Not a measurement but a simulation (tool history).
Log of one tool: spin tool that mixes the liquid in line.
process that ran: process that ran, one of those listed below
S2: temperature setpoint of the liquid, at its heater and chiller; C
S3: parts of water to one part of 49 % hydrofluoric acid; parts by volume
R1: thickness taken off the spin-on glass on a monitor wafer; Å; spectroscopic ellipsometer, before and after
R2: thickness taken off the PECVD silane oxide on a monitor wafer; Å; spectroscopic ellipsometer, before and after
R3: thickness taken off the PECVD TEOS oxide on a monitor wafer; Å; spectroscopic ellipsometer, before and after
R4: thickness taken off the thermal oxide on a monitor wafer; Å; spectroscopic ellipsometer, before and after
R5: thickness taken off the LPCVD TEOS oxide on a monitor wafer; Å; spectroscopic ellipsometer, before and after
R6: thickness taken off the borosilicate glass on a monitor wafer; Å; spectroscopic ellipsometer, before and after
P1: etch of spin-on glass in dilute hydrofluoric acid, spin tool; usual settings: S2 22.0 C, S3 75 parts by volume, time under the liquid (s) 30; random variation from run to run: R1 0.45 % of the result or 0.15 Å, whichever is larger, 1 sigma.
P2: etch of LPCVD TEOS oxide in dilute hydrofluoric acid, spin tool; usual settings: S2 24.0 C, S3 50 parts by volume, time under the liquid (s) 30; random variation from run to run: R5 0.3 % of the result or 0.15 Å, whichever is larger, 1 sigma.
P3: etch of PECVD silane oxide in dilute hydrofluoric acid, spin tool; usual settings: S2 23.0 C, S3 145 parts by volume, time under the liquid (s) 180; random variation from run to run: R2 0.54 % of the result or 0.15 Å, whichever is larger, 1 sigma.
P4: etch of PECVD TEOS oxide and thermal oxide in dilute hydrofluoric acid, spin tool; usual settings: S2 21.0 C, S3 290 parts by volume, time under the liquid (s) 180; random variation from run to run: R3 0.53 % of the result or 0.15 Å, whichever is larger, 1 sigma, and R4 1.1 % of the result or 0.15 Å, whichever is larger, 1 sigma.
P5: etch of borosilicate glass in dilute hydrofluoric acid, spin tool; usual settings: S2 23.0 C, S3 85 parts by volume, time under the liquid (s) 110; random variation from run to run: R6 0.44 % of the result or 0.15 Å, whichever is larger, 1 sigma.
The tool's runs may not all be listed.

{"run": 1, "hour": 3.8, "process that ran": "P1", "S2": 22.0, "S3": 75, "time under the liquid (s)": 30, "R1": 142.14}
{"run": 2, "hour": 9.9, "process that ran": "P3", "S2": 17.0, "S3": 145, "time under the liquid (s)": 180, "R2": 175.89}
{"run": 3, "hour": 16.4, "process that ran": "P4", "S2": 21.0, "S3": 290, "time under the liquid (s)": 180, "R3": 117.87, "R4": 21.292}
{"run": 4, "hour": 22.3, "process that ran": "P1", "S2": 22.0, "S3": 75, "time under the liquid (s)": 30, "R1": 141.67}
{"run": 5, "hour": 29.2, "process that ran": "P2", "S2": 24.0, "S3": 50, "time under the liquid (s)": 30, "R5": 146.56}
{"run": 6, "hour": 33.6, "process that ran": "P1", "S2": 22.0, "S3": 25, "time under the liquid (s)": 30, "R1": 446.91}
{"run": 7, "hour": 37.6, "process that ran": "P1", "S2": 22.0, "S3": 75, "time under the liquid (s)": 30, "R1": 140.81}
{"run": 8, "hour": 43.8, "process that ran": "P3", "S2": 23.0, "S3": 35, "time under the liquid (s)": 180, "R2": 1074.1}
{"run": 9, "hour": 48.6, "process that ran": "P4", "S2": 21.0, "S3": 290, "time under the liquid (s)": 305, "R3": 198.77, "R4": 35.904}
{"run": 10, "hour": 54.4, "process that ran": "P5", "S2": 17.0, "S3": 85, "time under the liquid (s)": 110, "R6": 228.04}
{"hour": 58.2, "done": "thermometer replaced"}
{"run": 11, "hour": 59.6, "process that ran": "P3", "S2": 23.0, "S3": 145, "time under the liquid (s)": 35, "R2": 43.533}
{"run": 12, "hour": 65.6, "process that ran": "P3", "S2": 23.0, "S3": 145, "time under the liquid (s)": 180, "R2": 225.62}
{"run": 13, "hour": 69.1, "process that ran": "P1", "S2": 22.0, "S3": 135, "time under the liquid (s)": 15, "R1": 36.538}
{"run": 14, "hour": 73.0, "process that ran": "P1", "S2": 17.0, "S3": 75, "time under the liquid (s)": 55, "R1": 209.88}
{"run": 15, "hour": 76.8, "process that ran": "P2", "S2": 32.0, "S3": 50, "time under the liquid (s)": 30, "R5": 202.73}
{"run": 16, "hour": 82.5, "process that ran": "P1", "S2": 26.0, "S3": 75, "time under the liquid (s)": 30, "R1": 164.12}
{"run": 17, "hour": 88.5, "process that ran": "P2", "S2": 24.0, "S3": 90, "time under the liquid (s)": 30, "R5": 77.157}
{"run": 18, "hour": 93.9, "process that ran": "P1", "S2": 22.0, "S3": 135, "time under the liquid (s)": 30, "R1": 73.65}
{"run": 19, "hour": 99.4, "process that ran": "P4", "S2": 21.0, "S3": 465, "time under the liquid (s)": 180, "R3": 63.032, "R4": 11.184}
{"run": 20, "hour": 105.0, "process that ran": "P2", "S2": 24.0, "S3": 50, "time under the liquid (s)": 55, "R5": 269.27}
{"run": 21, "hour": 111.1, "process that ran": "P1", "S2": 22.0, "S3": 75, "time under the liquid (s)": 30, "R1": 141.12}
{"run": 22, "hour": 117.0, "process that ran": "P5", "S2": 23.0, "S3": 85, "time under the liquid (s)": 110, "R6": 291.1}
{"run": 23, "hour": 120.3, "process that ran": "P1", "S2": 17.0, "S3": 75, "time under the liquid (s)": 30, "R1": 113.25}
{"run": 24, "hour": 125.2, "process that ran": "P5", "S2": 23.0, "S3": 85, "time under the liquid (s)": 25, "R6": 65.693}
{"run": 25, "hour": 130.1, "process that ran": "P4", "S2": 21.0, "S3": 290, "time under the liquid (s)": 180, "R3": 118.96, "R4": 21.26}
{"run": 26, "hour": 136.0, "process that ran": "P5", "S2": 23.0, "S3": 85, "time under the liquid (s)": 110, "R6": 291.09}
{"run": 27, "hour": 143.4, "process that ran": "P1", "S2": 22.0, "S3": 75, "time under the liquid (s)": 15, "R1": 71.209}
{"run": 28, "hour": 148.9, "process that ran": "P1", "S2": 22.0, "S3": 75, "time under the liquid (s)": 55, "R1": 256.24}
{"run": 29, "hour": 155.7, "process that ran": "P5", "S2": 23.0, "S3": 145, "time under the liquid (s)": 110, "R6": 160.25}
{"run": 30, "hour": 161.7, "process that ran": "P1", "S2": 22.0, "S3": 75, "time under the liquid (s)": 30, "R1": 141.27}
{"run": 31, "hour": 168.3, "process that ran": "P4", "S2": 17.5, "S3": 290, "time under the liquid (s)": 180, "R3": 102.55, "R4": 18.538}
{"run": 32, "hour": 173.2, "process that ran": "P1", "S2": 22.0, "S3": 75, "time under the liquid (s)": 30, "R1": 142.06}
{"run": 33, "hour": 180.2, "process that ran": "P1", "S2": 22.0, "S3": 75, "time under the liquid (s)": 30, "R1": 146.62}
{"run": 34, "hour": 183.7, "process that ran": "P1", "S2": 22.0, "S3": 75, "time under the liquid (s)": 30, "R1": 149.53}
{"run": 35, "hour": 187.3, "process that ran": "P1", "S2": 22.0, "S3": 75, "time under the liquid (s)": 30, "R1": 149.89}
{"run": 36, "hour": 193.9, "process that ran": "P1", "S2": 22.0, "S3": 75, "time under the liquid (s)": 30, "R1": 151.68}
{"run": 37, "hour": 200.2, "process that ran": "P1", "S2": 22.0, "S3": 75, "time under the liquid (s)": 30, "R1": 152.15}
{"run": 38, "hour": 206.5, "process that ran": "P1", "S2": 22.0, "S3": 75, "time under the liquid (s)": 30, "R1": 150.66}

What P1 gives has crept away from where it was. These 2 causes fit the log equally well, each at the size given:
A: liquid hotter than its thermometer reads (K) = 1.78
B: hydrofluoric acid flow above the setpoint (%) = 6.86
The creep began at about hour 173.2.

4 check runs are offered, each on 2 wafers whose results are averaged, their results left as question marks. Which one tells the causes apart?
{"run": "check 1", "hour": 212.8, "process that ran": "P2", "S2": 24.0, "S3": 85, "time under the liquid (s)": 30, "R5": "?"}
{"run": "check 2", "hour": 212.8, "process that ran": "P5", "S2": 17.5, "S3": 140, "time under the liquid (s)": 110, "R6": "?"}
{"run": "check 3", "hour": 212.8, "process that ran": "P3", "S2": 23.0, "S3": 35, "time under the liquid (s)": 180, "R2": "?"}
{"run": "check 4", "hour": 212.8, "process that ran": "P4", "S2": 21.0, "S3": 440, "time under the liquid (s)": 180, "R3": "?", "R4": "?"}

What each check would give under each cause:
check=check_1 result=R5 if_A=88.474 if_B=88.698
check=check_2 result=R6 if_A=142.830 if_B=143.260
check=check_3 result=R2 if_A=1152.500 if_B=1146.900
check=check_4 result=R3 if_A=72.020 if_B=74.269
check=check_4 result=R4 if_A=13.022 if_B=13.428
How far apart the two closest causes lie, in the result that separates them most: check 1 0.25 %; check 2 0.3 %; check 3 0.48 %; check 4 3.08 %
Only check 4 tells the causes apart: in the others they would give nearly the same result.

Check 4 was then run and gave: R3 74.827 Å; R4 13.477 Å. Which cause is it?

It is B: hydrofluoric acid flow above the setpoint (%).
